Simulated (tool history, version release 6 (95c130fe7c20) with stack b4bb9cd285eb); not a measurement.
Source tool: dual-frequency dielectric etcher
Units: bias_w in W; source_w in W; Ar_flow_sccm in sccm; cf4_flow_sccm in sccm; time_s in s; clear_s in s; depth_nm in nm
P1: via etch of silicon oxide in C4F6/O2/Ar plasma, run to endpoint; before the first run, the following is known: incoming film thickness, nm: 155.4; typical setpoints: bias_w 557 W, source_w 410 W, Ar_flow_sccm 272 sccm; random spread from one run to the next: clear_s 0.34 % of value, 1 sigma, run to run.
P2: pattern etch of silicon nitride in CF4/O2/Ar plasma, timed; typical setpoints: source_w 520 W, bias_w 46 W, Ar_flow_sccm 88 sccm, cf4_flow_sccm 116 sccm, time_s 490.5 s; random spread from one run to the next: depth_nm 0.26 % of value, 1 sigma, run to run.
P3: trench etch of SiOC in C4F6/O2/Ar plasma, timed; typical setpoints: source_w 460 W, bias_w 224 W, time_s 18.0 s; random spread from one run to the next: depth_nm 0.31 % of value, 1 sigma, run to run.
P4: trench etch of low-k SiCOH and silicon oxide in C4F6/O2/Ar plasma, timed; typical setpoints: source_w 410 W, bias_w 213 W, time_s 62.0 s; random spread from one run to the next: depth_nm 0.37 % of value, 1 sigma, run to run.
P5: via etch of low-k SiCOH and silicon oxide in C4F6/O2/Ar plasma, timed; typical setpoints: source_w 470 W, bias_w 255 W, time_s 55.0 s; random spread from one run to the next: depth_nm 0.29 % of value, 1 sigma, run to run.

run     day  process  bias_w  source_w  Ar_flow_sccm  cf4_flow_sccm  time_s  clear_s  depth_nm
  1   0.421       P1     557       410           272                          32.029
  2   0.788       P2      46       660            88            116   490.5           1225.700
  3   1.292       P1     557       410           272                          31.936
  4   1.738       P5     255       470                                 55.0            177.430
  5   2.133       P1     557       540           272                          29.100
  6   2.412       P3     224       460                                 22.5             52.051
  7   2.821       P5     255       470                                 41.5            134.220
  8   3.092       P2      46       520            88            116   277.0            561.810
  9   3.371       P1     557       410           272                          31.998
 10   3.708       P4     213       410                                 62.0            212.180
 11   4.200       P1     368       410           272                          37.249
 12   4.621       P5     255       470                                 55.0            176.540
 13   4.983       P1     557       410           272                          32.027
 14   5.296       P3     224       460                                 18.0             42.068
 15   5.800       P1     557       410           272                          32.069
 16   6.117       P2      46       520            88            148   490.5           1017.000
 17   6.721       P1     557       410           272                          32.074
 18   7.038       P5     169       470                                 55.0            155.140
      7.308  -- Ar flow controller replaced
 19   7.512       P3     224       630                                 18.0             47.262
 20   7.804       P4     213       290                                 62.0            184.230
 21   8.217       P3     137       460                                 18.0             36.151
 22   8.558       P4     213       410                                 36.5            124.270
 23   9.042       P2      46       520            64            116   490.5           1023.200
 24   9.475       P1     557       410           198                          30.901
 25   9.950       P1     707       410           272                          29.336
 26  10.258       P1     710       290           272                          33.148
 27  10.729       P2      59       520            88            116   490.5           1090.700
 28  11.033       P2      46       520            88            116   490.5            997.260
 29  11.517       P1     557       410           380                          33.400
 30  11.854       P1     557       270           272                          37.570
 31  12.412       P1     557       410           272                          32.037
 32  12.988       P4     302       410                                 62.0            238.440
 33  13.312       P1     414       410           344                          36.731
 34  13.625       P5     255       610                                 55.0            196.890
 35  14.029       P1     557       410           272                          32.071
 36  14.304       P1     557       410           272                          32.397
 37  14.758       P1     557       410           272                          32.300

The next listed run, before its measurement:
 38  15.362       P1     557       410           272                               ?

{"run 38": {"clear_s": 32.562}}
